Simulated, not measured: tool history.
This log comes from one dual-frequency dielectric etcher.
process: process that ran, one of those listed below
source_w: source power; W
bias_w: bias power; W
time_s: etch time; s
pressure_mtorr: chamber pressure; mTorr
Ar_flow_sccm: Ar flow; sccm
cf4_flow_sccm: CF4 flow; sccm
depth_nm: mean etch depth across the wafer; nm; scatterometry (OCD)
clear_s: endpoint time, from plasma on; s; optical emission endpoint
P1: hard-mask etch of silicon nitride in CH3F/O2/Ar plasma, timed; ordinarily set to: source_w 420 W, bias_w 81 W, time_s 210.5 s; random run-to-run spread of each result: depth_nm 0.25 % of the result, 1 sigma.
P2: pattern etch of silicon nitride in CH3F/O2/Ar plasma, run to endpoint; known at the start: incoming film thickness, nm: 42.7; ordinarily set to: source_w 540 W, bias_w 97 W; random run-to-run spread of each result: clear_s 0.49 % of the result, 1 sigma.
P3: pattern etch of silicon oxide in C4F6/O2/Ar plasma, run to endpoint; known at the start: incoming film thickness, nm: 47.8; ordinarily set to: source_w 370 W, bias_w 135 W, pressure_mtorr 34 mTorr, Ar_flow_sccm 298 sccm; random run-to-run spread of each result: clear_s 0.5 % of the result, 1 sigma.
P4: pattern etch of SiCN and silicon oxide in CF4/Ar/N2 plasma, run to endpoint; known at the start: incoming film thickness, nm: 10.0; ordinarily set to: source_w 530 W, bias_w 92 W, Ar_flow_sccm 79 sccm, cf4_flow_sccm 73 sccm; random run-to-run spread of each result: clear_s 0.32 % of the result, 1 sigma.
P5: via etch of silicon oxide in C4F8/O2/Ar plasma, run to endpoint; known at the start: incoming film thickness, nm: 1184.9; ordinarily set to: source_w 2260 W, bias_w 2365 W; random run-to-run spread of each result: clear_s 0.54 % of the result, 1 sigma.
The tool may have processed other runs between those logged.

run	hour	process	source_w	bias_w	time_s	pressure_mtorr	Ar_flow_sccm	cf4_flow_sccm	hours since the last wet clean	hours since the last source power generator calibration	hours since the last bias power generator calibration	depth_nm	clear_s
1	5.4	P1	420	81	210.5				255.5	2152.8	725.9	160.65	
2	13.5	P3	370	168		34	298		263.6	2160.9	734		16.118
3	18.5	P2	540	97					268.6	2165.9	739		51.312
4	25.3	P1	420	81	162				275.4	2172.7	745.8	123.39	
5	30.6	P1	420	81	210.5				280.7	2178	751.1	160.28	
6	37.2	P1	420	51	210.5				287.3	2184.6	757.7	137.49	
7	42.2	P1	340	81	210.5				292.3	2189.6	762.7	148.63	
8	50.1	P3	370	135		34	298		300.2	2197.5	770.6		17.255
# hour 57.9: source power generator calibrated
9	59.3	P4	530	122			79	73	309.4	1.5	779.8		7.9133
10	68.6	P4	740	92			79	73	318.7	10.8	789.1		6.5032
11	74.9	P2	540	135					325	17.1	795.4		44.572
12	83.9	P1	340	81	168				334	26.1	804.4	117.47	
13	91.2	P5	2260	2365					341.3	33.4	811.7		211.53
14	95.5	P3	370	135		46	298		345.6	37.7	816		17.784
15	103.5	P5	2260	1898					353.6	45.7	824		219.42
16	111.5	P3	370	135		34	385		361.6	53.7	832		17.867
17	120.2	P1	500	81	210.5				370.3	62.4	840.7	171.55	
18	125.7	P5	1500	2365					375.8	67.9	846.2		244.85
19	132.6	P2	540	97					382.7	74.8	853.1		50.967
20	138.9	P1	420	81	210.5				389	81.1	859.4	160.89	
21	147.9	P3	500	135		34	298		398	90.1	868.4		15.452
22	153	P3	370	135		34	298		403.1	95.2	873.5		17.335
23	159.5	P4	530	92			79	99	409.6	101.7	880		8.3891
24	165	P1	420	81	210.5				415.1	107.2	885.5	160.75	
25	170.1	P1	420	81	274.5				420.2	112.3	890.6	208.65	
26	179.1	P5	2260	2365					429.2	121.3	899.6		209.84
27	183.9	P1	420	81	210.5				434	126.1	904.4	160.97	
28	188.8	P1	420	105	210.5				438.9	131	909.3	175.49	
29	197.2	P4	530	92			79	73	447.3	139.4	917.7		8.7018
30	204.8	P2	640	97					454.9	147	925.3		47.775
31	210.8	P1	420	81	210.5				460.9	153	931.3	160.2	
32	217.7	P4	530	92			54	73	467.8	159.9	938.2		8.3107
33	223.1	P1	420	81	210.5				473.2	165.3	943.6	160.55	
34	228.3	P1	420	81	210.5				478.4	170.5	948.8	159.28	
35	233.2	P1	420	81	210.5				483.3	175.4	953.7	158.28	
# hour 237.8: wet clean of the chamber
36	240.1	P1	420	81	210.5				2.4	182.3	960.6	158.21	
37	248.3	P1	420	81	210.5				10.6	190.5	968.8	157.84	
38	255.6	P1	420	81	210.5				17.9	197.8	976.1	158.39	
39	260.8	P1	420	81	210.5				23.1	203	981.3	157.15	

The output of P1 has drifted from where it used to be. Each of the 2 causes below, taken at the size shown beside it, accounts for the log equally well:
A: bias power that arrives under what is set, % = 4.77
B: source power that arrives under what is set, % = 4.43
The creep began at about hour 223.1.
Other possible causes, and why each is ruled out:
chamber walls in a state that lowers the etch rate, %: work on it at hour 237.8, done after the drift set in, did not restore what the process gave before

Below are 4 check runs, each on a single wafer, with their results shown as question marks. Which of them would tell the listed causes apart, meaning the causes would give clearly different results under it?
check 1	266	P4	530	92			65	73					?
check 2	266	P3	370	168		34	298						?
check 3	266	P2	540	119									?
check 4	266	P5	1920	2365									?

Check results expected under each cause:
check	result	if A	if B
check 1	clear_s	8.6282	8.8385
check 2	clear_s	16.412	16.453
check 3	clear_s	47.971	47.909
check 4	clear_s	226.23	227.01
Gap, in per cent, between the two causes that each check separates least, read from the result that separates them most: check 1 2.41 %; check 2 0.25 %; check 3 0.13 %; check 4 0.34 %
Check 1 distinguishes between the causes, while the remaining checks would return nearly the same result for all of them.

Then check 1 was run and gave: clear_s 8.8233 s. Which cause is it?

It is B: source power that arrives under what is set, %.
